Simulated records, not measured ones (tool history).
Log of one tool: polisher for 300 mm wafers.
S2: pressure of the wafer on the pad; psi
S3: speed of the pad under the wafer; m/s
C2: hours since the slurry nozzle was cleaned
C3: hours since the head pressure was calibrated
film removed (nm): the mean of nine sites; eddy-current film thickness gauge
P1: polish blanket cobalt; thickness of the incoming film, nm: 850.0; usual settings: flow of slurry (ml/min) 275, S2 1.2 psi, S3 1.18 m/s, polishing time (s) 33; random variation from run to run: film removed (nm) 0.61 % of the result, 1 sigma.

run 1 day=0.683 | flow_of_slurry_(ml/min)=275 S2=1.2 S3=1.18 polishing_time_(s)=33 | wafers_polished_on_this_pad=549 C2=318.5 C3=272.1 | film_removed_(nm)=116.400
-- day=0.883 slurry nozzle cleaned
run 2 day=1.262 | flow_of_slurry_(ml/min)=275 S2=0.8 S3=1.18 polishing_time_(s)=33 | wafers_polished_on_this_pad=687 C2=9.2 C3=286.0 | film_removed_(nm)=77.702
run 3 day=1.633 | flow_of_slurry_(ml/min)=275 S2=1.2 S3=1.18 polishing_time_(s)=23 | wafers_polished_on_this_pad=776 C2=18.1 C3=294.9 | film_removed_(nm)=80.721
run 4 day=2.250 | flow_of_slurry_(ml/min)=275 S2=1.2 S3=1.18 polishing_time_(s)=33 | wafers_polished_on_this_pad=923 C2=32.9 C3=309.7 | film_removed_(nm)=116.980
run 5 day=2.817 | flow_of_slurry_(ml/min)=165 S2=1.2 S3=1.18 polishing_time_(s)=33 | wafers_polished_on_this_pad=1059 C2=46.5 C3=323.3 | film_removed_(nm)=108.490
run 6 day=3.212 | flow_of_slurry_(ml/min)=275 S2=1.2 S3=1.18 polishing_time_(s)=33 | wafers_polished_on_this_pad=1153 C2=56.0 C3=332.8 | film_removed_(nm)=115.930
run 7 day=3.579 | flow_of_slurry_(ml/min)=275 S2=1.2 S3=1.74 polishing_time_(s)=33 | wafers_polished_on_this_pad=1241 C2=64.8 C3=341.6 | film_removed_(nm)=169.770
run 8 day=4.167 | flow_of_slurry_(ml/min)=275 S2=1.2 S3=1.18 polishing_time_(s)=33 | wafers_polished_on_this_pad=1381 C2=78.9 C3=355.7 | film_removed_(nm)=116.380
run 9 day=4.638 | flow_of_slurry_(ml/min)=275 S2=1.9 S3=1.18 polishing_time_(s)=33 | wafers_polished_on_this_pad=1494 C2=90.2 C3=367.0 | film_removed_(nm)=184.150
run 10 day=5.050 | flow_of_slurry_(ml/min)=275 S2=1.2 S3=0.54 polishing_time_(s)=33 | wafers_polished_on_this_pad=1593 C2=100.1 C3=376.9 | film_removed_(nm)=52.727
run 11 day=5.571 | flow_of_slurry_(ml/min)=275 S2=1.2 S3=1.18 polishing_time_(s)=33 | wafers_polished_on_this_pad=1717 C2=112.6 C3=389.4 | film_removed_(nm)=115.190
run 12 day=6.008 | flow_of_slurry_(ml/min)=275 S2=1.2 S3=0.86 polishing_time_(s)=47 | wafers_polished_on_this_pad=1822 C2=123.1 C3=399.9 | film_removed_(nm)=119.940
run 13 day=6.325 | flow_of_slurry_(ml/min)=275 S2=1.2 S3=1.18 polishing_time_(s)=51 | wafers_polished_on_this_pad=1897 C2=130.7 C3=407.5 | film_removed_(nm)=177.500
run 14 day=6.696 | flow_of_slurry_(ml/min)=410 S2=1.2 S3=1.18 polishing_time_(s)=33 | wafers_polished_on_this_pad=1986 C2=139.6 C3=416.4 | film_removed_(nm)=120.460
run 15 day=7.283 | flow_of_slurry_(ml/min)=275 S2=1.2 S3=1.18 polishing_time_(s)=33 | wafers_polished_on_this_pad=2126 C2=153.7 C3=430.5 | film_removed_(nm)=116.870
run 16 day=7.842 | flow_of_slurry_(ml/min)=275 S2=1.2 S3=1.18 polishing_time_(s)=33 | wafers_polished_on_this_pad=2260 C2=167.1 C3=443.9 | film_removed_(nm)=115.920
run 17 day=8.500 | flow_of_slurry_(ml/min)=275 S2=1.2 S3=1.18 polishing_time_(s)=33 | wafers_polished_on_this_pad=2417 C2=182.9 C3=459.7 | film_removed_(nm)=113.150
run 18 day=8.971 | flow_of_slurry_(ml/min)=275 S2=1.2 S3=1.18 polishing_time_(s)=33 | wafers_polished_on_this_pad=2530 C2=194.2 C3=471.0 | film_removed_(nm)=111.250
-- day=9.129 head pressure recalibrated
run 19 day=9.667 | flow_of_slurry_(ml/min)=275 S2=1.2 S3=1.18 polishing_time_(s)=33 | wafers_polished_on_this_pad=2696 C2=210.9 C3=12.9 | film_removed_(nm)=110.810
run 20 day=10.146 | flow_of_slurry_(ml/min)=275 S2=1.2 S3=1.18 polishing_time_(s)=33 | wafers_polished_on_this_pad=2811 C2=222.4 C3=24.4 | film_removed_(nm)=111.600
run 21 day=10.733 | flow_of_slurry_(ml/min)=275 S2=1.2 S3=1.18 polishing_time_(s)=33 | wafers_polished_on_this_pad=2951 C2=236.5 C3=38.5 | film_removed_(nm)=110.760

What P1 gives has crept away from where it was. These 2 causes fit the log equally well, each at the size given:
A: removal rate lost through wear of the pad, % = 3.89
B: slurry flow missing at the pad, % = 29
The creep began at about day 7.283.
Why every other cause is out:
head's pressure below its setpoint, %: serviced at day 9.129, which brought nothing back

4 check runs are offered, each on 5 wafers whose results are averaged, their results left as question marks. Which one tells the causes apart?
run check 1 day=11.321 | flow_of_slurry_(ml/min)=275 S2=1.2 S3=1.60 polishing_time_(s)=33 | film_removed_(nm)=?
run check 2 day=11.321 | flow_of_slurry_(ml/min)=275 S2=1.0 S3=0.54 polishing_time_(s)=33 | film_removed_(nm)=?
run check 3 day=11.321 | flow_of_slurry_(ml/min)=165 S2=1.5 S3=1.18 polishing_time_(s)=33 | film_removed_(nm)=?
run check 4 day=11.321 | flow_of_slurry_(ml/min)=275 S2=0.9 S3=1.18 polishing_time_(s)=33 | film_removed_(nm)=?

What each check would give under each cause:
check=check_1 result=film_removed_(nm) if_A=150.800 if_B=150.810
check=check_2 result=film_removed_(nm) if_A=42.413 if_B=42.416
check=check_3 result=film_removed_(nm) if_A=130.360 if_B=127.260
check=check_4 result=film_removed_(nm) if_A=83.412 if_B=83.417
How far apart the two closest causes lie, in the result that separates them most: check 1 0.01 %; check 2 0.01 %; check 3 2.41 %; check 4 0.01 %
Check 3 tells the causes apart: in the others they would give nearly the same result.

Then check 3 was run and gave: film removed (nm) 127.480. Which cause is it?

It is B: slurry flow missing at the pad, %.
